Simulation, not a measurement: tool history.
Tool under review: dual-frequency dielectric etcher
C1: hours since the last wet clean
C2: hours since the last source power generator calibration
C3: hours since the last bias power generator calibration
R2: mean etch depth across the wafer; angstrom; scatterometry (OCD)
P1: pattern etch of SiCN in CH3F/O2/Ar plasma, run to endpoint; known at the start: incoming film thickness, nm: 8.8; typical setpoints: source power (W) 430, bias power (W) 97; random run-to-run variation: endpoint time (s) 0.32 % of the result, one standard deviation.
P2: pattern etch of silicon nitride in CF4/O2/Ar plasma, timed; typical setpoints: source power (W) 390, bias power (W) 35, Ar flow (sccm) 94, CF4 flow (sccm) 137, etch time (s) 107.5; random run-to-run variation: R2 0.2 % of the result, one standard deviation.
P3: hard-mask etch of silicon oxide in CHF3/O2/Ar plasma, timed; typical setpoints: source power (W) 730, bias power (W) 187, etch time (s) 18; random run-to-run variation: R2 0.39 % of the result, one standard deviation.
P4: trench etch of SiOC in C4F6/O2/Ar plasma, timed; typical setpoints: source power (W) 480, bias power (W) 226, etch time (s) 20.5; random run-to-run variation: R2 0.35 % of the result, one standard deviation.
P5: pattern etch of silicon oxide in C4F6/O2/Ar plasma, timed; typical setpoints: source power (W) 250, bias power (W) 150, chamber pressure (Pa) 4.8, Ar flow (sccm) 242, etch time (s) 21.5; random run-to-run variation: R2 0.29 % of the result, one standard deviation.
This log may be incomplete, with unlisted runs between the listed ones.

run 1 hour=8.6 | process_that_ran=P1 source_power_(W)=430 bias_power_(W)=97 | C1=95.1 C2=595.4 C3=2636.6 | endpoint_time_(s)=20.474
run 2 hour=20.3 | process_that_ran=P4 source_power_(W)=480 bias_power_(W)=226 etch_time_(s)=20.5 | C1=106.8 C2=607.1 C3=2648.3 | R2=487.73
run 3 hour=38.1 | process_that_ran=P1 source_power_(W)=580 bias_power_(W)=97 | C1=124.6 C2=624.9 C3=2666.1 | endpoint_time_(s)=18.242
run 4 hour=48.4 | process_that_ran=P4 source_power_(W)=480 bias_power_(W)=226 etch_time_(s)=12 | C1=134.9 C2=635.2 C3=2676.4 | R2=286.78
run 5 hour=64.2 | process_that_ran=P1 source_power_(W)=260 bias_power_(W)=97 | C1=150.7 C2=651 C3=2692.2 | endpoint_time_(s)=24.672
run 6 hour=81.1 | process_that_ran=P2 source_power_(W)=390 bias_power_(W)=35 etch_time_(s)=107.5 Ar_flow_(sccm)=94 CF4_flow_(sccm)=137 | C1=167.6 C2=667.9 C3=2709.1 | R2=1500.3
run 7 hour=98.5 | process_that_ran=P3 source_power_(W)=1010 bias_power_(W)=187 etch_time_(s)=18 | C1=185 C2=685.3 C3=2726.5 | R2=431.62
run 8 hour=112.5 | process_that_ran=P1 source_power_(W)=430 bias_power_(W)=97 | C1=199 C2=699.3 C3=2740.5 | endpoint_time_(s)=20.453
run 9 hour=130.3 | process_that_ran=P1 source_power_(W)=430 bias_power_(W)=122 | C1=216.8 C2=717.1 C3=2758.3 | endpoint_time_(s)=18.682
run 10 hour=146.4 | process_that_ran=P5 source_power_(W)=160 bias_power_(W)=150 etch_time_(s)=21.5 Ar_flow_(sccm)=242 chamber_pressure_(Pa)=4.8 | C1=232.9 C2=733.2 C3=2774.4 | R2=464.75
run 11 hour=159.3 | process_that_ran=P1 source_power_(W)=430 bias_power_(W)=97 | C1=245.8 C2=746.1 C3=2787.3 | endpoint_time_(s)=20.385
run 12 hour=171 | process_that_ran=P2 source_power_(W)=390 bias_power_(W)=35 etch_time_(s)=107.5 Ar_flow_(sccm)=94 CF4_flow_(sccm)=80 | C1=257.5 C2=757.8 C3=2799 | R2=1391.8
run 13 hour=181.5 | process_that_ran=P2 source_power_(W)=390 bias_power_(W)=35 etch_time_(s)=107.5 Ar_flow_(sccm)=133 CF4_flow_(sccm)=137 | C1=268 C2=768.3 C3=2809.5 | R2=1430.1
run 14 hour=197.4 | process_that_ran=P1 source_power_(W)=430 bias_power_(W)=97 | C1=283.9 C2=784.2 C3=2825.4 | endpoint_time_(s)=20.52
run 15 hour=212.7 | process_that_ran=P5 source_power_(W)=250 bias_power_(W)=150 etch_time_(s)=13.5 Ar_flow_(sccm)=242 chamber_pressure_(Pa)=4.8 | C1=299.2 C2=799.5 C3=2840.7 | R2=345.24
run 16 hour=223.9 | process_that_ran=P1 source_power_(W)=430 bias_power_(W)=97 | C1=310.4 C2=810.7 C3=2851.9 | endpoint_time_(s)=20.511
run 17 hour=233 | process_that_ran=P1 source_power_(W)=330 bias_power_(W)=126 | C1=319.5 C2=819.8 C3=2861 | endpoint_time_(s)=20.419
run 18 hour=249.7 | process_that_ran=P3 source_power_(W)=730 bias_power_(W)=187 etch_time_(s)=18 | C1=336.2 C2=836.5 C3=2877.7 | R2=379.63
run 19 hour=266.4 | process_that_ran=P1 source_power_(W)=430 bias_power_(W)=97 | C1=352.9 C2=853.2 C3=2894.4 | endpoint_time_(s)=20.53
run 20 hour=278.4 | process_that_ran=P3 source_power_(W)=730 bias_power_(W)=233 etch_time_(s)=18 | C1=364.9 C2=865.2 C3=2906.4 | R2=410.17
run 21 hour=295.9 | process_that_ran=P5 source_power_(W)=250 bias_power_(W)=150 etch_time_(s)=21.5 Ar_flow_(sccm)=181 chamber_pressure_(Pa)=4.8 | C1=382.4 C2=882.7 C3=2923.9 | R2=569.38
run 22 hour=311.4 | process_that_ran=P2 source_power_(W)=550 bias_power_(W)=35 etch_time_(s)=107.5 Ar_flow_(sccm)=94 CF4_flow_(sccm)=137 | C1=397.9 C2=898.2 C3=2939.4 | R2=2028.3
run 23 hour=326.2 | process_that_ran=P5 source_power_(W)=250 bias_power_(W)=90 etch_time_(s)=21.5 Ar_flow_(sccm)=242 chamber_pressure_(Pa)=4.8 | C1=412.7 C2=913 C3=2954.2 | R2=471.36
run 24 hour=339.8 | process_that_ran=P4 source_power_(W)=480 bias_power_(W)=156 etch_time_(s)=20.5 | C1=426.3 C2=926.6 C3=2967.8 | R2=437.63
run 25 hour=356.7 | process_that_ran=P1 source_power_(W)=430 bias_power_(W)=67 | C1=443.2 C2=943.5 C3=2984.7 | endpoint_time_(s)=23.334
run 26 hour=370.9 | process_that_ran=P4 source_power_(W)=480 bias_power_(W)=226 etch_time_(s)=20.5 | C1=457.4 C2=957.7 C3=2998.9 | R2=486.82
run 27 hour=385 | process_that_ran=P4 source_power_(W)=600 bias_power_(W)=226 etch_time_(s)=20.5 | C1=471.5 C2=971.8 C3=3013 | R2=530.38
run 28 hour=397.4 | process_that_ran=P2 source_power_(W)=390 bias_power_(W)=35 etch_time_(s)=159.5 Ar_flow_(sccm)=94 CF4_flow_(sccm)=137 | C1=483.9 C2=984.2 C3=3025.4 | R2=2220.6
run 29 hour=408.4 | process_that_ran=P5 source_power_(W)=250 bias_power_(W)=150 etch_time_(s)=21.5 Ar_flow_(sccm)=242 chamber_pressure_(Pa)=4.8 | C1=494.9 C2=995.2 C3=3036.4 | R2=549.87
run 30 hour=426.2 | process_that_ran=P3 source_power_(W)=730 bias_power_(W)=187 etch_time_(s)=18 | C1=512.7 C2=1013 C3=3054.2 | R2=381.05
run 31 hour=442.8 | process_that_ran=P2 source_power_(W)=390 bias_power_(W)=44 etch_time_(s)=107.5 Ar_flow_(sccm)=94 CF4_flow_(sccm)=137 | C1=529.3 C2=1029.6 C3=3070.8 | R2=1618.8
run 32 hour=457.8 | process_that_ran=P3 source_power_(W)=730 bias_power_(W)=187 etch_time_(s)=10.5 | C1=544.3 C2=1044.6 C3=3085.8 | R2=222.16
run 33 hour=472.3 | process_that_ran=P5 source_power_(W)=250 bias_power_(W)=150 etch_time_(s)=21.5 Ar_flow_(sccm)=242 chamber_pressure_(Pa)=3.67 | C1=558.8 C2=1059.1 C3=3100.3 | R2=566.68
run 34 hour=483.8 | process_that_ran=P1 source_power_(W)=430 bias_power_(W)=97 | C1=570.3 C2=1070.6 C3=3111.8 | endpoint_time_(s)=20.364
run 35 hour=491.9 | process_that_ran=P1 source_power_(W)=430 bias_power_(W)=97 | C1=578.4 C2=1078.7 C3=3119.9 | endpoint_time_(s)=20.561
run 36 hour=504.4 | process_that_ran=P1 source_power_(W)=430 bias_power_(W)=97 | C1=590.9 C2=1091.2 C3=3132.4 | endpoint_time_(s)=20.702
run 37 hour=520.8 | process_that_ran=P1 source_power_(W)=430 bias_power_(W)=97 | C1=607.3 C2=1107.6 C3=3148.8 | endpoint_time_(s)=20.784
-- hour=528.6 wet clean of the chamber
run 38 hour=534.8 | process_that_ran=P1 source_power_(W)=430 bias_power_(W)=97 | C1=6.3 C2=1121.6 C3=3162.8 | endpoint_time_(s)=20.794
run 39 hour=546.8 | process_that_ran=P1 source_power_(W)=430 bias_power_(W)=97 | C1=18.3 C2=1133.6 C3=3174.8 | endpoint_time_(s)=20.749
run 40 hour=559.9 | process_that_ran=P1 source_power_(W)=430 bias_power_(W)=97 | C1=31.4 C2=1146.7 C3=3187.9 | endpoint_time_(s)=20.834
run 41 hour=574 | process_that_ran=P1 source_power_(W)=430 bias_power_(W)=97 | C1=45.5 C2=1160.8 C3=3202 | endpoint_time_(s)=20.886
run 42 hour=583.7 | process_that_ran=P1 source_power_(W)=430 bias_power_(W)=97 | C1=55.2 C2=1170.5 C3=3211.7 | endpoint_time_(s)=20.622
run 43 hour=592.1 | process_that_ran=P1 source_power_(W)=430 bias_power_(W)=97 | C1=63.6 C2=1178.9 C3=3220.1 | endpoint_time_(s)=20.777
run 44 hour=604.6 | process_that_ran=P1 source_power_(W)=430 bias_power_(W)=97 | C1=76.1 C2=1191.4 C3=3232.6 | endpoint_time_(s)=20.72

What P1 gives has crept off from where it sat before. The 2 causes that follow fit the log equally well, each at the size noted:
A: source power that arrives under what is set, % = 4.41
B: bias power that arrives under what is set, % = 4.39
The creep began at about hour 483.8.
Why every other cause is out:
chamber walls in a state that lowers the etch rate, %: its service at hour 528.6 followed the start of the drift and did not put the process back to its old value

Below are 4 check runs, each on a single wafer, with their results shown as question marks. Which of them would tell the listed causes apart, meaning the causes would give clearly different results under it?
run check 1 hour=617.1 | process_that_ran=P5 source_power_(W)=250 bias_power_(W)=150 etch_time_(s)=21.5 Ar_flow_(sccm)=242 chamber_pressure_(Pa)=4.8 | R2=?
run check 2 hour=617.1 | process_that_ran=P3 source_power_(W)=730 bias_power_(W)=187 etch_time_(s)=18 | R2=?
run check 3 hour=617.1 | process_that_ran=P4 source_power_(W)=480 bias_power_(W)=226 etch_time_(s)=20.5 | R2=?
run check 4 hour=617.1 | process_that_ran=P2 source_power_(W)=390 bias_power_(W)=35 etch_time_(s)=107.5 Ar_flow_(sccm)=94 CF4_flow_(sccm)=137 | R2=?

If the cause were each of the candidates in turn, the checks would give the following:
check=check_1 result=R2 if_A=541.51 if_B=543.42
check=check_2 result=R2 if_A=374.74 if_B=375.62
check=check_3 result=R2 if_A=480.19 if_B=481.51
check=check_4 result=R2 if_A=1435.6 if_B=1471.7
How far apart the two closest causes lie, in the result that separates them most: check 1 0.35 %; check 2 0.23 %; check 3 0.27 %; check 4 2.49 %
Check 4 tells the causes apart: in the others they would give nearly the same result.

Check 4 has now been run. It gave: R2 1464.8 angstrom. Which of the candidate causes is it?

Of the candidate causes, it is B: bias power that arrives under what is set, %.
